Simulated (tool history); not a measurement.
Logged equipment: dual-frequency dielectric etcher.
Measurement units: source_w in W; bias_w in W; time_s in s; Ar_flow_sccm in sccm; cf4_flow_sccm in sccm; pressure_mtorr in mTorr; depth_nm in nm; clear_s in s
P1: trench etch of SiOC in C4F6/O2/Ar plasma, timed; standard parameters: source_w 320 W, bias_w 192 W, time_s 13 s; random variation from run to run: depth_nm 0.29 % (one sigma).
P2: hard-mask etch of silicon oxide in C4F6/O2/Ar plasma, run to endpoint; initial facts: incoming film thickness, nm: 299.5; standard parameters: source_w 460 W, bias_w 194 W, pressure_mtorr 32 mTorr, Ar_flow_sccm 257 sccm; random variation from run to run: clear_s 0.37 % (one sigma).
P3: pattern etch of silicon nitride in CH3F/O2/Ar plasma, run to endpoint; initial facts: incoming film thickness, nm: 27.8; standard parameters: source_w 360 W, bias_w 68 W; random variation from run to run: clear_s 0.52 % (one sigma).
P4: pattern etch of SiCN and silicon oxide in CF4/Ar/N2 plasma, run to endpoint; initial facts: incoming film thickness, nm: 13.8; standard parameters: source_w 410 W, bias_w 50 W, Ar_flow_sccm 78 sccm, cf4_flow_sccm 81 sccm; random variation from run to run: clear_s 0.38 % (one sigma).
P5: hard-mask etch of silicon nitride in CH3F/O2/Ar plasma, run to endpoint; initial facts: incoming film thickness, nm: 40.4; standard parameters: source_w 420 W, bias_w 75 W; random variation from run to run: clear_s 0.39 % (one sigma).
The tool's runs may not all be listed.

{"run": 1, "day": 0.479, "process": "P1", "source_w": 320, "bias_w": 192, "time_s": 13, "depth_nm": 25.208}
{"run": 2, "day": 1.104, "process": "P1", "source_w": 320, "bias_w": 192, "time_s": 17, "depth_nm": 32.832}
{"run": 3, "day": 1.55, "process": "P4", "source_w": 410, "bias_w": 37, "Ar_flow_sccm": 78, "cf4_flow_sccm": 81, "clear_s": 20.288}
{"run": 4, "day": 2.171, "process": "P5", "source_w": 510, "bias_w": 75, "clear_s": 52.049}
{"run": 5, "day": 2.892, "process": "P1", "source_w": 320, "bias_w": 192, "time_s": 13, "depth_nm": 25.195}
{"run": 6, "day": 3.429, "process": "P3", "source_w": 360, "bias_w": 44, "clear_s": 48.939}
{"run": 7, "day": 3.917, "process": "P2", "source_w": 460, "bias_w": 194, "Ar_flow_sccm": 257, "pressure_mtorr": 39, "clear_s": 91.887}
{"run": 8, "day": 4.596, "process": "P1", "source_w": 210, "bias_w": 192, "time_s": 13, "depth_nm": 21.337}
{"run": 9, "day": 4.921, "process": "P2", "source_w": 340, "bias_w": 194, "Ar_flow_sccm": 257, "pressure_mtorr": 32, "clear_s": 101.11}
{"run": 10, "day": 5.621, "process": "P1", "source_w": 320, "bias_w": 192, "time_s": 13, "depth_nm": 25.166}
{"run": 11, "day": 6.121, "process": "P1", "source_w": 260, "bias_w": 192, "time_s": 16.5, "depth_nm": 29.449}
{"run": 12, "day": 6.629, "process": "P2", "source_w": 460, "bias_w": 194, "Ar_flow_sccm": 153, "pressure_mtorr": 32, "clear_s": 84.866}
{"run": 13, "day": 7.221, "process": "P3", "source_w": 360, "bias_w": 68, "clear_s": 42.928}
{"run": 14, "day": 7.658, "process": "P1", "source_w": 430, "bias_w": 192, "time_s": 15.5, "depth_nm": 33.622}
{"run": 15, "day": 8.104, "process": "P1", "source_w": 320, "bias_w": 192, "time_s": 10, "depth_nm": 19.298}
{"run": 16, "day": 8.442, "process": "P1", "source_w": 320, "bias_w": 192, "time_s": 13, "depth_nm": 25.116}
{"run": 17, "day": 9.171, "process": "P5", "source_w": 420, "bias_w": 101, "clear_s": 50.463}
{"run": 18, "day": 9.875, "process": "P1", "source_w": 320, "bias_w": 192, "time_s": 13, "depth_nm": 25.067}
{"run": 19, "day": 10.346, "process": "P5", "source_w": 420, "bias_w": 75, "clear_s": 56.41}
{"run": 20, "day": 11.083, "process": "P1", "source_w": 420, "bias_w": 192, "time_s": 13, "depth_nm": 27.971}
{"run": 21, "day": 11.754, "process": "P4", "source_w": 330, "bias_w": 50, "Ar_flow_sccm": 78, "cf4_flow_sccm": 81, "clear_s": 22.601}
{"run": 22, "day": 12.238, "process": "P4", "source_w": 410, "bias_w": 50, "Ar_flow_sccm": 78, "cf4_flow_sccm": 113, "clear_s": 17.676}
{"run": 23, "day": 12.892, "process": "P4", "source_w": 410, "bias_w": 50, "Ar_flow_sccm": 78, "cf4_flow_sccm": 81, "clear_s": 18.476}
{"run": 24, "day": 13.292, "process": "P4", "source_w": 410, "bias_w": 50, "Ar_flow_sccm": 92, "cf4_flow_sccm": 81, "clear_s": 18.925}
{"run": 25, "day": 13.679, "process": "P1", "source_w": 320, "bias_w": 148, "time_s": 13, "depth_nm": 23.207}
{"day": 13.825, "done": "source power generator calibrated"}
{"run": 26, "day": 14.3, "process": "P5", "source_w": 420, "bias_w": 75, "clear_s": 56.281}
{"run": 27, "day": 14.933, "process": "P2", "source_w": 460, "bias_w": 194, "Ar_flow_sccm": 257, "pressure_mtorr": 32, "clear_s": 89.815}
{"run": 28, "day": 15.521, "process": "P1", "source_w": 320, "bias_w": 192, "time_s": 13, "depth_nm": 25.163}
{"run": 29, "day": 16.075, "process": "P3", "source_w": 500, "bias_w": 68, "clear_s": 37.428}
{"run": 30, "day": 16.6, "process": "P2", "source_w": 460, "bias_w": 156, "Ar_flow_sccm": 257, "pressure_mtorr": 32, "clear_s": 95.927}
{"run": 31, "day": 16.988, "process": "P1", "source_w": 320, "bias_w": 229, "time_s": 13, "depth_nm": 26.627}
{"run": 32, "day": 17.717, "process": "P1", "source_w": 320, "bias_w": 192, "time_s": 13, "depth_nm": 25.137}
{"run": 33, "day": 18.125, "process": "P1", "source_w": 320, "bias_w": 192, "time_s": 13, "depth_nm": 25.027}
{"run": 34, "day": 18.588, "process": "P1", "source_w": 320, "bias_w": 192, "time_s": 13, "depth_nm": 24.961}
{"run": 35, "day": 19.025, "process": "P1", "source_w": 320, "bias_w": 192, "time_s": 13, "depth_nm": 24.841}
{"day": 19.542, "done": "wet clean of the chamber"}
{"run": 36, "day": 19.662, "process": "P1", "source_w": 320, "bias_w": 192, "time_s": 13, "depth_nm": 24.747}
{"run": 37, "day": 20.083, "process": "P1", "source_w": 320, "bias_w": 192, "time_s": 13, "depth_nm": 24.829}
{"run": 38, "day": 20.538, "process": "P1", "source_w": 320, "bias_w": 192, "time_s": 13, "depth_nm": 24.934}

What P1 gives has crept off from where it sat before. The 2 causes that follow fit the log equally well, each at the size noted:
A: source power that arrives under what is set, % = 3.63
B: bias power that arrives under what is set, % = 4.3
At approximately day 17.717, the process output began to creep.
Every other cause this tool's parts could produce, and why it does not fit the log:
chamber walls in a state that lowers the etch rate, %: serviced after onset, at day 19.542, with no recovery of the prior output

You are offered 4 check runs, listed below with question marks in place of their results; each one averages 2 wafers. Which run separates the listed causes by giving clearly different results for each?
{"run": "check 1", "day": 20.992, "process": "P4", "source_w": 410, "bias_w": 50, "Ar_flow_sccm": 78, "cf4_flow_sccm": 81, "clear_s": "?"}
{"run": "check 2", "day": 20.992, "process": "P2", "source_w": 460, "bias_w": 194, "Ar_flow_sccm": 257, "pressure_mtorr": 32, "clear_s": "?"}
{"run": "check 3", "day": 20.992, "process": "P3", "source_w": 360, "bias_w": 68, "clear_s": "?"}
{"run": "check 4", "day": 20.992, "process": "P5", "source_w": 420, "bias_w": 75, "clear_s": "?"}

What every check run would give for each of its results, assuming each possible cause in turn:
check=check_1 result=clear_s if_A=19.163 if_B=18.776
check=check_2 result=clear_s if_A=91.178 if_B=91.134
check=check_3 result=clear_s if_A=43.239 if_B=43.277
check=check_4 result=clear_s if_A=57.123 if_B=57.184
Gap, in per cent, between the two causes that each check separates least, read from the result that separates them most: check 1 2.04 %; check 2 0.05 %; check 3 0.09 %; check 4 0.11 %
Of the check runs offered, only check 1 discriminates between the causes; the rest would read about the same regardless of which cause applies.

Check 1 was then run and gave: clear_s 18.739 s. Which cause is it?

The correct cause is B, namely: bias power that arrives under what is set, %.
